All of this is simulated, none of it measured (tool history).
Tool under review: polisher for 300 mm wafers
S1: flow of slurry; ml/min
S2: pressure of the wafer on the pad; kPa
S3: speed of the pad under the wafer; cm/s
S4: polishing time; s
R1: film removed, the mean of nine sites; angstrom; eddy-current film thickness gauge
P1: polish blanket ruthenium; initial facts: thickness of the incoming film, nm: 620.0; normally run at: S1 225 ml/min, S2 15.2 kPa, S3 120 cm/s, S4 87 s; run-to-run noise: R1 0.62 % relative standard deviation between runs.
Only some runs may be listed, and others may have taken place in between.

run 1 hour=5.4 | S1=225 S2=15.2 S3=120 S4=87 | R1=1447.80
run 2 hour=11.1 | S1=135 S2=15.2 S3=120 S4=87 | R1=1326.00
run 3 hour=14.6 | S1=225 S2=15.2 S3=120 S4=123 | R1=2024.40
run 4 hour=20.8 | S1=225 S2=15.2 S3=120 S4=40 | R1=667.03
run 5 hour=25.6 | S1=225 S2=15.2 S3=156 S4=87 | R1=1879.90
run 6 hour=31.9 | S1=225 S2=6.9 S3=120 S4=87 | R1=657.18
run 7 hour=39.2 | S1=225 S2=15.2 S3=120 S4=87 | R1=1443.60
-- hour=40.3 worn pad replaced by a new one
run 8 hour=46.0 | S1=340 S2=15.2 S3=120 S4=87 | R1=1519.10
run 9 hour=49.4 | S1=160 S2=15.2 S3=120 S4=65 | R1=1023.60
run 10 hour=56.2 | S1=225 S2=15.2 S3=54 S4=87 | R1=650.08
run 11 hour=59.5 | S1=225 S2=15.2 S3=120 S4=87 | R1=1451.30
run 12 hour=66.3 | S1=225 S2=20.7 S3=120 S4=87 | R1=1987.40
run 13 hour=73.9 | S1=225 S2=15.2 S3=120 S4=87 | R1=1449.80
run 14 hour=80.7 | S1=225 S2=15.2 S3=120 S4=87 | R1=1448.30
run 15 hour=86.6 | S1=225 S2=15.2 S3=120 S4=87 | R1=1424.00
run 16 hour=91.5 | S1=225 S2=15.2 S3=120 S4=87 | R1=1424.80
run 17 hour=98.5 | S1=225 S2=15.2 S3=120 S4=87 | R1=1415.90
run 18 hour=105.2 | S1=225 S2=15.2 S3=120 S4=87 | R1=1392.10
-- hour=107.5 worn pad replaced by a new one
run 19 hour=110.8 | S1=225 S2=15.2 S3=120 S4=87 | R1=1383.70
run 20 hour=116.8 | S1=225 S2=15.2 S3=120 S4=87 | R1=1386.30
run 21 hour=121.9 | S1=225 S2=15.2 S3=120 S4=87 | R1=1376.80
run 22 hour=125.2 | S1=225 S2=15.2 S3=120 S4=87 | R1=1390.70

Run 23 comes next. What will it give?
run 23 hour=132.1 | S1=225 S2=15.2 S3=120 S4=87 | R1=?

{"run 23": {"R1": 1379.1}}

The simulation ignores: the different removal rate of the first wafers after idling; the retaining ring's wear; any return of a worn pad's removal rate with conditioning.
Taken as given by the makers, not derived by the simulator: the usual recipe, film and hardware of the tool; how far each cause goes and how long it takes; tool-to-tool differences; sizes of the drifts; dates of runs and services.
